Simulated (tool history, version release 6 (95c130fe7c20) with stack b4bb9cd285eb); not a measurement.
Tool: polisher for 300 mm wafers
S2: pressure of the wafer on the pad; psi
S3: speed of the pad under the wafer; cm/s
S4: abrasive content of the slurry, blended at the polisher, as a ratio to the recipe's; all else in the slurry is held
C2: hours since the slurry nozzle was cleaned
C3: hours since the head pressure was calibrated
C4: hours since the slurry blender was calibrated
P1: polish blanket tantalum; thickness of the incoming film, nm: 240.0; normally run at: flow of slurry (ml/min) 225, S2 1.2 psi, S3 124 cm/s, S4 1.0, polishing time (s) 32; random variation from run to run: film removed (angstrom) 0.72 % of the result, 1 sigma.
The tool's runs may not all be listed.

Run 1, day 0.292: flow of slurry (ml/min) 225, S2 1.2 psi, S3 124 cm/s, S4 1.0, polishing time (s) 32; wafers polished on this pad 578; C2 222.0; C3 105.2; C4 29.0. Result: film removed (angstrom) 369.53.
Run 2, day 0.446: flow of slurry (ml/min) 225, S2 1.2 psi, S3 186 cm/s, S4 1.0, polishing time (s) 32; wafers polished on this pad 620; C2 225.7; C3 108.9; C4 32.7. Result: film removed (angstrom) 548.56.
Run 3, day 0.612: flow of slurry (ml/min) 225, S2 1.2 psi, S3 124 cm/s, S4 1.0, polishing time (s) 32; wafers polished on this pad 667; C2 229.7; C3 112.9; C4 36.7. Result: film removed (angstrom) 364.08.
At day 0.788: slurry blender recalibrated.
Run 4, day 0.867: flow of slurry (ml/min) 225, S2 1.2 psi, S3 124 cm/s, S4 0.6, polishing time (s) 32; wafers polished on this pad 737; C2 235.8; C3 119.0; C4 2.0. Result: film removed (angstrom) 311.03.
Run 5, day 1.133: flow of slurry (ml/min) 225, S2 1.2 psi, S3 124 cm/s, S4 1.0, polishing time (s) 32; wafers polished on this pad 812; C2 242.2; C3 125.4; C4 8.4. Result: film removed (angstrom) 371.81.
Run 6, day 1.438: flow of slurry (ml/min) 135, S2 1.2 psi, S3 124 cm/s, S4 1.0, polishing time (s) 32; wafers polished on this pad 896; C2 249.5; C3 132.7; C4 15.7. Result: film removed (angstrom) 342.88.
Run 7, day 1.596: flow of slurry (ml/min) 225, S2 1.2 psi, S3 124 cm/s, S4 1.0, polishing time (s) 45; wafers polished on this pad 940; C2 253.3; C3 136.5; C4 19.5. Result: film removed (angstrom) 518.52.
Run 8, day 1.871: flow of slurry (ml/min) 330, S2 1.2 psi, S3 124 cm/s, S4 1.0, polishing time (s) 32; wafers polished on this pad 1017; C2 259.9; C3 143.1; C4 26.1. Result: film removed (angstrom) 381.05.
Run 9, day 2.188: flow of slurry (ml/min) 225, S2 1.2 psi, S3 124 cm/s, S4 1.4, polishing time (s) 32; wafers polished on this pad 1105; C2 267.5; C3 150.7; C4 33.7. Result: film removed (angstrom) 400.93.
Run 10, day 2.471: flow of slurry (ml/min) 225, S2 1.2 psi, S3 124 cm/s, S4 1.0, polishing time (s) 24; wafers polished on this pad 1184; C2 274.3; C3 157.5; C4 40.5. Result: film removed (angstrom) 278.02.
Run 11, day 2.796: flow of slurry (ml/min) 225, S2 1.2 psi, S3 56 cm/s, S4 1.0, polishing time (s) 32; wafers polished on this pad 1274; C2 282.1; C3 165.3; C4 48.3. Result: film removed (angstrom) 166.16.
Run 12, day 3.025: flow of slurry (ml/min) 225, S2 1.2 psi, S3 124 cm/s, S4 1.0, polishing time (s) 32; wafers polished on this pad 1338; C2 287.6; C3 170.8; C4 53.8. Result: film removed (angstrom) 365.08.
At day 3.042: head pressure recalibrated.
Run 13, day 3.288: flow of slurry (ml/min) 225, S2 1.2 psi, S3 124 cm/s, S4 1.0, polishing time (s) 32; wafers polished on this pad 1411; C2 293.9; C3 5.9; C4 60.1. Result: film removed (angstrom) 372.22.
Run 14, day 3.450: flow of slurry (ml/min) 225, S2 1.8 psi, S3 124 cm/s, S4 1.0, polishing time (s) 32; wafers polished on this pad 1456; C2 297.8; C3 9.8; C4 64.0. Result: film removed (angstrom) 554.21.
Run 15, day 3.692: flow of slurry (ml/min) 155, S2 1.2 psi, S3 124 cm/s, S4 0.8, polishing time (s) 32; wafers polished on this pad 1523; C2 303.6; C3 15.6; C4 69.8. Result: film removed (angstrom) 324.96.
Run 16, day 3.888: flow of slurry (ml/min) 225, S2 0.7 psi, S3 124 cm/s, S4 1.0, polishing time (s) 32; wafers polished on this pad 1578; C2 308.3; C3 20.3; C4 74.5. Result: film removed (angstrom) 215.09.
Run 17, day 4.142: flow of slurry (ml/min) 225, S2 1.6 psi, S3 124 cm/s, S4 1.0, polishing time (s) 20; wafers polished on this pad 1648; C2 314.4; C3 26.4; C4 80.6. Result: film removed (angstrom) 305.65.
Run 18, day 4.338: flow of slurry (ml/min) 225, S2 1.2 psi, S3 124 cm/s, S4 1.0, polishing time (s) 32; wafers polished on this pad 1703; C2 319.1; C3 31.1; C4 85.3. Result: film removed (angstrom) 366.55.
Run 19, day 4.675: flow of slurry (ml/min) 225, S2 1.2 psi, S3 124 cm/s, S4 1.0, polishing time (s) 32; wafers polished on this pad 1797; C2 327.2; C3 39.2; C4 93.4. Result: film removed (angstrom) 369.58.
Run 20, day 4.825: flow of slurry (ml/min) 225, S2 1.2 psi, S3 124 cm/s, S4 1.0, polishing time (s) 32; wafers polished on this pad 1838; C2 330.8; C3 42.8; C4 97.0. Result: film removed (angstrom) 357.25.
Run 21, day 5.083: flow of slurry (ml/min) 225, S2 1.2 psi, S3 124 cm/s, S4 1.0, polishing time (s) 32; wafers polished on this pad 1910; C2 337.0; C3 49.0; C4 103.2. Result: film removed (angstrom) 345.98.
Run 22, day 5.367: flow of slurry (ml/min) 225, S2 1.2 psi, S3 124 cm/s, S4 1.0, polishing time (s) 32; wafers polished on this pad 1989; C2 343.8; C3 55.8; C4 110.0. Result: film removed (angstrom) 341.43.
Run 23, day 5.550: flow of slurry (ml/min) 225, S2 1.2 psi, S3 124 cm/s, S4 1.0, polishing time (s) 32; wafers polished on this pad 2040; C2 348.2; C3 60.2; C4 114.4. Result: film removed (angstrom) 329.40.
At day 5.617: worn pad replaced by a new one.
At day 5.638: slurry nozzle cleaned.
Run 24, day 5.775: flow of slurry (ml/min) 225, S2 1.2 psi, S3 124 cm/s, S4 1.0, polishing time (s) 32; wafers polished on this pad 44; C2 3.4; C3 65.6; C4 119.8. Result: film removed (angstrom) 332.24.
Run 25, day 6.008: flow of slurry (ml/min) 225, S2 1.2 psi, S3 124 cm/s, S4 1.0, polishing time (s) 32; wafers polished on this pad 109; C2 9.0; C3 71.2; C4 125.4. Result: film removed (angstrom) 330.20.

Forecast run 26:
Run 26, day 6.221: flow of slurry (ml/min) 225, S2 1.2 psi, S3 124 cm/s, S4 1.0, polishing time (s) 32; wafers polished on this pad 168; C2 14.1; C3 76.3; C4 130.5. Result: film removed (angstrom) ?.

{"run 26": {"film removed (angstrom)": 331.15}}

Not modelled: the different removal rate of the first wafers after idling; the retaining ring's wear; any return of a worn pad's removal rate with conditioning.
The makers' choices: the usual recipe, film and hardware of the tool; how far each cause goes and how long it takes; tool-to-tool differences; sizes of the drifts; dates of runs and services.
